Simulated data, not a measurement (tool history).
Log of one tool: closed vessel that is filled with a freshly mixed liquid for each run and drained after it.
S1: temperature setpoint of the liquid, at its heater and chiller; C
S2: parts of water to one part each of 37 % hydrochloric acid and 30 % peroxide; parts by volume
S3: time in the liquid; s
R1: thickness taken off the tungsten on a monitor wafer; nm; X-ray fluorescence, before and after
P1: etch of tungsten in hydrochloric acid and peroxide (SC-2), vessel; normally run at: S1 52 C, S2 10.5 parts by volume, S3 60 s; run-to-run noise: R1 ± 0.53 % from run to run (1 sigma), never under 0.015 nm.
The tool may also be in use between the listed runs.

run    day    S1    S2   S3      R1
  1  0.217    52  10.5   60   13.03
  2  0.458    52  10.5   60  13.029
  3  0.796    63  10.5   60  26.308
  4  1.179    52  10.5   60  13.084
  5  1.438    52  10.5   30  6.5388
  6    1.8    52    18   60  8.1967
  7  2.271    52  17.5   30  4.1807
  8    2.7    52  10.5  100  21.871
  9  3.021    52  10.5   60   13.06
     3.208  -- chemicals flow meter replaced
 10  3.392    42  10.5   60  6.6473
 11    3.6    52  10.5   60   13.15
 12  3.983  36.5  10.5   30  2.2229
 13  4.412    52     4   60  27.447
 14  4.717    52  10.5   60  13.174
 15  5.117    52  10.5   60  13.345
 16  5.533    52  10.5   60  13.707
 17  5.812    52  10.5   60  13.913
 18  6.242    52  10.5   60  14.013
 19  6.521    52  10.5   60  14.082
 20  6.988    52  10.5   60  14.266
 21  7.379    52  10.5   60  14.102
 22   7.85    52  10.5   60  14.255
 23  8.275    52  10.5   60  14.093

The log shows P1 creeping away from where it was. Any of the 2 causes listed here, at the size stated for it, fits the log just as well as the others:
A: chemicals flow above the setpoint (%) = 10.4
B: liquid hotter than its thermometer reads (K) = 1.26
At approximately day 4.717, the process output began to creep.
Excluded causes, each with its reason:
peroxide weaker than its label (%): capped at 8; at that size R1 would change by -7.4 %, too little to explain the creep or opposite to it

Below are 4 check runs, each averaged over 3 wafers, with their results shown as question marks. Which of them would give clearly different results depending on which cause is behind the drift?
check 1  8.7    52    18  85   ?
check 2  8.7    63  10.5  30   ?
check 3  8.7    60  10.5  35   ?
check 4  8.7  42.5     4  60   ?

Check results expected under each cause:
  check  result    if A    if B
check 1      R1  12.638  12.563
check 2      R1  14.294  14.222
check 3      R1  13.839  13.788
check 4      R1  15.244  15.596
How far apart the two closest causes lie, in the result that separates them most: check 1 0.6 %; check 2 0.51 %; check 3 0.37 %; check 4 2.28 %
Check 4 distinguishes between the causes, while the remaining checks would return nearly the same result for all of them.

After running check 4, the following was obtained: R1 15.654 nm. Which cause does this point to?

It is B: liquid hotter than its thermometer reads (K).

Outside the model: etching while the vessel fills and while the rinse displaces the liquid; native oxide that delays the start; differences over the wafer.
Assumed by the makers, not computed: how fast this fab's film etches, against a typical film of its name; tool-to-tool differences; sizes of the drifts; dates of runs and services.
